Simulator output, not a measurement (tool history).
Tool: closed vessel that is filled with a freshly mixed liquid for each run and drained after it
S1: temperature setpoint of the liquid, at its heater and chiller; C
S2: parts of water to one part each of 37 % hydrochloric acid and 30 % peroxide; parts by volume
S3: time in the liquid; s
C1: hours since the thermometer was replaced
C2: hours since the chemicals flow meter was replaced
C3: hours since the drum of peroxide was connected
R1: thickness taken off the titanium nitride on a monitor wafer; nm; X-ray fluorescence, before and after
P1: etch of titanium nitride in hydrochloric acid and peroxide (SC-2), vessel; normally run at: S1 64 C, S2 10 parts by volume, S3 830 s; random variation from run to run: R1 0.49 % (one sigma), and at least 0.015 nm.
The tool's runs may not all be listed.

Run 1, day 0.371: S1 64 C, S2 10 parts by volume, S3 830 s; C1 909.6; C2 1096.7; C3 337.4. Result: R1 45.28 nm.
Run 2, day 0.746: S1 64 C, S2 10 parts by volume, S3 830 s; C1 918.6; C2 1105.7; C3 346.4. Result: R1 45.04 nm.
At day 1.233: thermometer replaced.
Run 3, day 1.288: S1 64 C, S2 18.5 parts by volume, S3 830 s; C1 1.4; C2 1118.7; C3 359.4. Result: R1 26.753 nm.
Run 4, day 1.688: S1 64 C, S2 10 parts by volume, S3 110 s; C1 11; C2 1128.3; C3 369. Result: R1 6.059 nm.
Run 5, day 2.342: S1 64 C, S2 15.5 parts by volume, S3 90 s; C1 26.7; C2 1144; C3 384.7. Result: R1 3.3794 nm.
Run 6, day 2.671: S1 64 C, S2 16 parts by volume, S3 405 s; C1 34.6; C2 1151.9; C3 392.6. Result: R1 14.753 nm.
Run 7, day 3.258: S1 72 C, S2 10 parts by volume, S3 830 s; C1 48.7; C2 1166; C3 406.7. Result: R1 72.769 nm.
Run 8, day 3.958: S1 64 C, S2 10 parts by volume, S3 830 s; C1 65.5; C2 1182.8; C3 423.5. Result: R1 45.367 nm.
Run 9, day 4.638: S1 64 C, S2 4 parts by volume, S3 830 s; C1 81.8; C2 1199.1; C3 439.8. Result: R1 90.23 nm.
Run 10, day 5.333: S1 64 C, S2 10 parts by volume, S3 830 s; C1 98.5; C2 1215.8; C3 456.5. Result: R1 45.109 nm.
Run 11, day 5.7: S1 64 C, S2 16.5 parts by volume, S3 1260 s; C1 107.3; C2 1224.6; C3 465.3. Result: R1 44.387 nm.
Run 12, day 6.354: S1 48 C, S2 10 parts by volume, S3 830 s; C1 123; C2 1240.3; C3 481. Result: R1 16.108 nm.

The next listed run, before its measurement:
Run 13, day 7.046: S1 64 C, S2 10 parts by volume, S3 1620 s; C1 139.6; C2 1256.9; C3 497.6. Result: R1 ?.

{"run 13": {"R1": 88.164}}
